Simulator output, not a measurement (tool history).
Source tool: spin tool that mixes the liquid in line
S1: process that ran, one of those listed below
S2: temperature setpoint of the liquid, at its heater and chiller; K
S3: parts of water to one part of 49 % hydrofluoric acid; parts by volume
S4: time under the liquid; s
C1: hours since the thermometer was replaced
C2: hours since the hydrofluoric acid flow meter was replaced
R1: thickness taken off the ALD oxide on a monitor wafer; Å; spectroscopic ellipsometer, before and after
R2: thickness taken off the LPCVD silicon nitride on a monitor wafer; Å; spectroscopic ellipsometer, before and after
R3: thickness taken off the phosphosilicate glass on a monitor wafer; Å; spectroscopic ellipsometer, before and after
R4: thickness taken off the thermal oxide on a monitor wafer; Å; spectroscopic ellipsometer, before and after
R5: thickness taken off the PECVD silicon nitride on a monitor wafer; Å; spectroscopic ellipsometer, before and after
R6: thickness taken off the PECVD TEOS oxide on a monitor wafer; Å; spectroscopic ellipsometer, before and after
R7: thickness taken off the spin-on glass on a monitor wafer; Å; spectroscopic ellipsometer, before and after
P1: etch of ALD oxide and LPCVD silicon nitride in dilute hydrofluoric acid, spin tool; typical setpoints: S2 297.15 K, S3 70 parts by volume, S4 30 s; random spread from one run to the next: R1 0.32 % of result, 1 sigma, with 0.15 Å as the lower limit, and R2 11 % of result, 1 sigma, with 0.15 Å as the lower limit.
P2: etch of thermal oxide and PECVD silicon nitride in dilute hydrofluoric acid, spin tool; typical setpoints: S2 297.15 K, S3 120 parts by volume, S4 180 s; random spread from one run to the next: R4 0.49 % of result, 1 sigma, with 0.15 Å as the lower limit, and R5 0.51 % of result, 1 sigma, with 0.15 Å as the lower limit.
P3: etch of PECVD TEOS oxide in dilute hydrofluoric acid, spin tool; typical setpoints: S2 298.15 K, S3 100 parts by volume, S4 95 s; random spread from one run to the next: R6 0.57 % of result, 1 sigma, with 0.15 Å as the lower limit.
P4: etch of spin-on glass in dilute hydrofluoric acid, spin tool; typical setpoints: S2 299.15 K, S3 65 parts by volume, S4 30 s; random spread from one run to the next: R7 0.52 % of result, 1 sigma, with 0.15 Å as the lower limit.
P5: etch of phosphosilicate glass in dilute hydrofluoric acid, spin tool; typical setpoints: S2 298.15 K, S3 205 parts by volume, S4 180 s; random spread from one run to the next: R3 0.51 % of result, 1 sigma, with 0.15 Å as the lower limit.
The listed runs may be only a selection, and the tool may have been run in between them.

run 1 hour=4.5 | S1=P1 S2=297.15 S3=70 S4=30 | C1=347.6 C2=942.6 | R1=129.120 R2=2.23470
run 2 hour=9.5 | S1=P1 S2=297.15 S3=70 S4=55 | C1=352.6 C2=947.6 | R1=237.550 R2=3.63170
run 3 hour=16.2 | S1=P1 S2=297.15 S3=70 S4=30 | C1=359.3 C2=954.3 | R1=128.140 R2=2.85260
run 4 hour=21.1 | S1=P1 S2=302.15 S3=70 S4=30 | C1=364.2 C2=959.2 | R1=156.990 R2=2.82540
run 5 hour=27.4 | S1=P5 S2=305.65 S3=205 S4=180 | C1=370.5 C2=965.5 | R3=642.82
run 6 hour=34.5 | S1=P2 S2=290.15 S3=120 S4=180 | C1=377.6 C2=972.6 | R4=54.115 R5=47.946
-- hour=34.8 thermometer replaced
run 7 hour=40.4 | S1=P5 S2=298.15 S3=205 S4=365 | C1=5.6 C2=978.5 | R3=996.43
run 8 hour=44.2 | S1=P1 S2=297.15 S3=25 S4=30 | C1=9.4 C2=982.3 | R1=382.990 R2=6.00400
run 9 hour=48.9 | S1=P2 S2=297.15 S3=120 S4=180 | C1=14.1 C2=987.0 | R4=70.314 R5=76.463
run 10 hour=53.3 | S1=P3 S2=298.15 S3=100 S4=95 | C1=18.5 C2=991.4 | R6=160.29
run 11 hour=56.6 | S1=P5 S2=298.15 S3=35 S4=180 | C1=21.8 C2=994.7 | R3=3587.40
run 12 hour=64.2 | S1=P5 S2=298.15 S3=205 S4=180 | C1=29.4 C2=1002.3 | R3=491.58
run 13 hour=70.2 | S1=P1 S2=297.15 S3=70 S4=30 | C1=35.4 C2=1008.3 | R1=129.460 R2=2.20110
run 14 hour=77.4 | S1=P3 S2=298.15 S3=100 S4=40 | C1=42.6 C2=1015.5 | R6=67.32
run 15 hour=81.3 | S1=P1 S2=297.15 S3=70 S4=15 | C1=46.5 C2=1019.4 | R1=64.275 R2=0.97344
run 16 hour=87.2 | S1=P4 S2=299.15 S3=65 S4=15 | C1=52.4 C2=1025.3 | R7=101.30
run 17 hour=90.7 | S1=P2 S2=297.15 S3=120 S4=340 | C1=55.9 C2=1028.8 | R4=134.520 R5=145.740
run 18 hour=94.9 | S1=P1 S2=297.15 S3=95 S4=30 | C1=60.1 C2=1033.0 | R1=92.449 R2=2.15820
run 19 hour=99.3 | S1=P4 S2=299.15 S3=20 S4=30 | C1=64.5 C2=1037.4 | R7=697.35
run 20 hour=104.9 | S1=P2 S2=297.15 S3=70 S4=180 | C1=70.1 C2=1043.0 | R4=129.570 R5=131.110
run 21 hour=109.2 | S1=P4 S2=299.15 S3=65 S4=30 | C1=74.4 C2=1047.3 | R7=201.71
run 22 hour=115.1 | S1=P3 S2=305.65 S3=100 S4=95 | C1=80.3 C2=1053.2 | R6=214.18
run 23 hour=121.5 | S1=P3 S2=298.15 S3=25 S4=95 | C1=86.7 C2=1059.6 | R6=714.76
run 24 hour=125.8 | S1=P4 S2=291.65 S3=65 S4=30 | C1=91.0 C2=1063.9 | R7=146.27
run 25 hour=130.6 | S1=P1 S2=297.15 S3=70 S4=30 | C1=95.8 C2=1068.7 | R1=129.010 R2=2.24420
run 26 hour=138.1 | S1=P1 S2=297.15 S3=70 S4=30 | C1=103.3 C2=1076.2 | R1=128.250 R2=2.37270
run 27 hour=144.4 | S1=P1 S2=301.15 S3=35 S4=30 | C1=109.6 C2=1082.5 | R1=317.450 R2=6.64110
run 28 hour=147.8 | S1=P1 S2=292.65 S3=70 S4=30 | C1=113.0 C2=1085.9 | R1=106.870 R2=1.56240
run 29 hour=154.6 | S1=P1 S2=297.15 S3=70 S4=30 | C1=119.8 C2=1092.7 | R1=127.650 R2=2.84300
run 30 hour=159.7 | S1=P1 S2=297.15 S3=70 S4=30 | C1=124.9 C2=1097.8 | R1=129.180 R2=2.59890
run 31 hour=167.2 | S1=P1 S2=297.15 S3=70 S4=30 | C1=132.4 C2=1105.3 | R1=124.740 R2=1.81580
run 32 hour=174.5 | S1=P1 S2=297.15 S3=70 S4=30 | C1=139.7 C2=1112.6 | R1=123.270 R2=2.09040
run 33 hour=179.0 | S1=P1 S2=297.15 S3=70 S4=30 | C1=144.2 C2=1117.1 | R1=122.540 R2=2.32840
run 34 hour=186.5 | S1=P1 S2=297.15 S3=70 S4=30 | C1=151.7 C2=1124.6 | R1=121.100 R2=2.17590
run 35 hour=191.1 | S1=P1 S2=297.15 S3=70 S4=30 | C1=156.3 C2=1129.2 | R1=121.120 R2=2.76120
run 36 hour=198.1 | S1=P1 S2=297.15 S3=70 S4=30 | C1=163.3 C2=1136.2 | R1=120.890 R2=1.89560
run 37 hour=202.9 | S1=P1 S2=297.15 S3=70 S4=30 | C1=168.1 C2=1141.0 | R1=120.660 R2=2.33840
run 38 hour=206.6 | S1=P1 S2=297.15 S3=70 S4=30 | C1=171.8 C2=1144.7 | R1=121.110 R2=2.03730

P1 no longer gives what it gave before; its output has crept away from where it was. The following 2 causes, each at its listed size, fit the log equally well:
A: hydrofluoric acid flow below the setpoint (%) = 5.49
B: liquid colder than its thermometer reads (K) = 1.52
At approximately hour 159.7, the process output began to creep.

The check runs listed below each take one wafer, and their results are still question marks. Under which run would the listed causes lead to clearly different results?
run check 1 hour=210.3 | S1=P5 S2=302.15 S3=45 S4=180 | R3=?
run check 2 hour=210.3 | S1=P2 S2=297.15 S3=85 S4=280 | R4=? R5=?
run check 3 hour=210.3 | S1=P3 S2=303.65 S3=100 S4=95 | R6=?
run check 4 hour=210.3 | S1=P4 S2=291.65 S3=65 S4=15 | R7=?

Check results expected under each cause:
check=check_1 result=R3 if_A=3022.30 if_B=3020.90
check=check_2 result=R4 if_A=152.170 if_B=152.380
check=check_2 result=R5 if_A=158.630 if_B=151.540
check=check_3 result=R6 if_A=186.04 if_B=187.46
check=check_4 result=R7 if_A=69.257 if_B=68.961
Per check, the gap between the least separated pair of causes, taken in the result that splits them most: check 1 0.04 %; check 2 4.58 %; check 3 0.76 %; check 4 0.43 %
Check 2 is the one run that separates the causes; every other check would come out nearly the same whichever cause is at work.

Running check 2 produced the following: R4 153.880 Å; R5 160.370 Å. Which one of the listed causes fits?

It is A: hydrofluoric acid flow below the setpoint (%).
